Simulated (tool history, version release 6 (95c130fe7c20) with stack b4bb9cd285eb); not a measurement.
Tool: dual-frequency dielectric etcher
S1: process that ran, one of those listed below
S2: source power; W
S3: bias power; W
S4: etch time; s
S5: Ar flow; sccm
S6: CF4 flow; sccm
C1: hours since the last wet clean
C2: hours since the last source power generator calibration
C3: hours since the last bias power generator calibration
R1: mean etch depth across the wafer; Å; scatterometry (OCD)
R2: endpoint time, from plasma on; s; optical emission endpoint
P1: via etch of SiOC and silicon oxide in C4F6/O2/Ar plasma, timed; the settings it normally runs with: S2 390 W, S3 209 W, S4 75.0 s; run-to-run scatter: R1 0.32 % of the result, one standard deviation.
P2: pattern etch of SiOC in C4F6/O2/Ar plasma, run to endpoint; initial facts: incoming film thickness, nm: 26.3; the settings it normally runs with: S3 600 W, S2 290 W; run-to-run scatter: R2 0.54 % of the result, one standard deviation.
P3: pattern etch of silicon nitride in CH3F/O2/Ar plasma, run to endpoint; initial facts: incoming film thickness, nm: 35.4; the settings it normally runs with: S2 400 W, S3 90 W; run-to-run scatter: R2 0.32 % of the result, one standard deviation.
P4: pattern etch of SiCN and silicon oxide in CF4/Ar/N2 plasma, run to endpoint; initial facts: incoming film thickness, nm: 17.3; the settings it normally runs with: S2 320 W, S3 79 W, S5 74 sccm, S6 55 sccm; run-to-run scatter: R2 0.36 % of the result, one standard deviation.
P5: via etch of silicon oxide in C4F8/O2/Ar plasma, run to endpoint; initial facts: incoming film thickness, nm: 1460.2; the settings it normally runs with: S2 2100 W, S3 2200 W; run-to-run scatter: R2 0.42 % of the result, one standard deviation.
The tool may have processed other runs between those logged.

run   hour  S1    S2    S3     S4  S5  S6     C1      C2      C3       R1        R2
  1   11.1  P1   390   209   75.0           72.2  1758.1   868.3   895.40
  2   24.4  P1   520   209   75.0           85.5  1771.4   881.6  1002.30
  3   30.5  P1   390   209   75.0           91.6  1777.5   887.7   895.75
  4   36.9  P5  2100  2200                  98.0  1783.9   894.1           271.8500
  5   42.9  P2   290   600                 104.0  1789.9   900.1             9.1965
  6   49.8  P1   390   209   75.0          110.9  1796.8   907.0   896.31
  7   55.7  P5  2820  2200                 116.8  1802.7   912.9           240.4900
  8   62.4  P3   400    90                 123.5  1809.4   919.6            46.5330
  9   73.1  P1   290   209   75.0          134.2  1820.1   930.3   801.28
 10   86.0  P2   290   600                 147.1  1833.0   943.2             9.0903
 11   98.6  P1   390   209   75.0          159.7  1845.6   955.8   891.89
 12  110.0  P1   390   281   92.0          171.1  1857.0   967.2  1214.40
 13  120.2  P1   390   209   41.0          181.3  1867.2   977.4   488.33
 14  131.1  P3   400    65                 192.2  1878.1   988.3            51.7980
 15  137.3  P1   310   209   96.5          198.4  1884.3   994.5  1053.70
 16  149.3  P1   390   209   75.0          210.4  1896.3  1006.5   895.89
 17  163.0  P1   390   275   75.0          224.1  1910.0  1020.2   979.78
 18  175.4  P2   290   453                 236.5  1922.4  1032.6            10.2080
 19  186.7  P3   400    90                 247.8  1933.7  1043.9            46.3270
 20  195.7  P4   320    79         74  55  256.8  1942.7  1052.9            26.5130
 21  209.2  P1   390   209   75.0          270.3  1956.2  1066.4   896.28
 22  216.6  P4   320    79         52  55  277.7  1963.6  1073.8            25.4420
 23  223.7  P1   390   209   75.0          284.8  1970.7  1080.9   894.93
 24  234.9  P5  2100  3043                 296.0  1981.9  1092.1           246.4400
 25  248.5  P2   380   600                 309.6  1995.5  1105.7             8.3024
 26  256.2  P1   390   209  103.0          317.3  2003.2  1113.4  1233.90
 27  262.8  P4   320   111         74  55  323.9  2009.8  1120.0            23.3800
 28  274.6  P1   390   156   75.0          335.7  2021.6  1131.8   813.88
 29  282.4  P4   440    79         74  55  343.5  2029.4  1139.6            19.9480
 30  294.9  P3   520    90                 356.0  2041.9  1152.1            41.8810
 31  306.5  P4   320    79         74  65  367.6  2053.5  1163.7            26.0930
 32  314.1  P1   390   209   75.0          375.2  2061.1  1171.3   895.07
 33  327.8  P1   390   209   75.0          388.9  2074.8  1185.0   889.15
 34  337.4  P1   390   209   75.0          398.5  2084.4  1194.6   884.37
 35  349.5  P1   390   209   75.0          410.6  2096.5  1206.7   879.99
 36  358.0  P1   390   209   75.0          419.1  2105.0  1215.2   879.16
     362.2  -- wet clean of the chamber
 37  366.4  P1   390   209   75.0            4.2  2113.4  1223.6   879.75
 38  378.9  P1   390   209   75.0           16.7  2125.9  1236.1   881.83
 39  392.7  P1   390   209   75.0           30.5  2139.7  1249.9   879.55

The log shows P1 creeping away from where it was. Any of the 2 causes listed here, at the size stated for it, fits the log just as well as the others:
A: bias power that arrives under what is set, % = 4.73
B: source power that arrives under what is set, % = 4.09
The process output started creeping at around hour 314.1.
Other possible causes, and why each is ruled out:
chamber walls in a state that lowers the etch rate, %: its service at hour 362.2 followed the start of the drift and did not put the process back to its old value

Of the 4 check runs below, each run on 2 wafers with the results averaged and each result still a question mark, which one would tell the listed causes apart?
check 1  406.5  P2   290   472                               ?
check 2  406.5  P4   430    79      74  55                   ?
check 3  406.5  P3   470    67                               ?
check 4  406.5  P5  2690  3000                               ?

How each check would come out, cause by cause:
  check  result      if A      if B
check 1      R2   10.2200   10.1920
check 2      R2   20.7470   21.1720
check 3      R2   49.1300   49.1280
check 4      R2  227.3900  227.7800
Separation of the two closest causes in each check, using whichever result separates them best: check 1 0.28 %; check 2 2.03 %; check 3 0.01 %; check 4 0.17 %
Check 2 tells the causes apart: in the others they would give nearly the same result.

The results of check 2 are: R2 21.1770 s. Based on these, which of the listed causes is it?

The cause is B: source power that arrives under what is set, %.
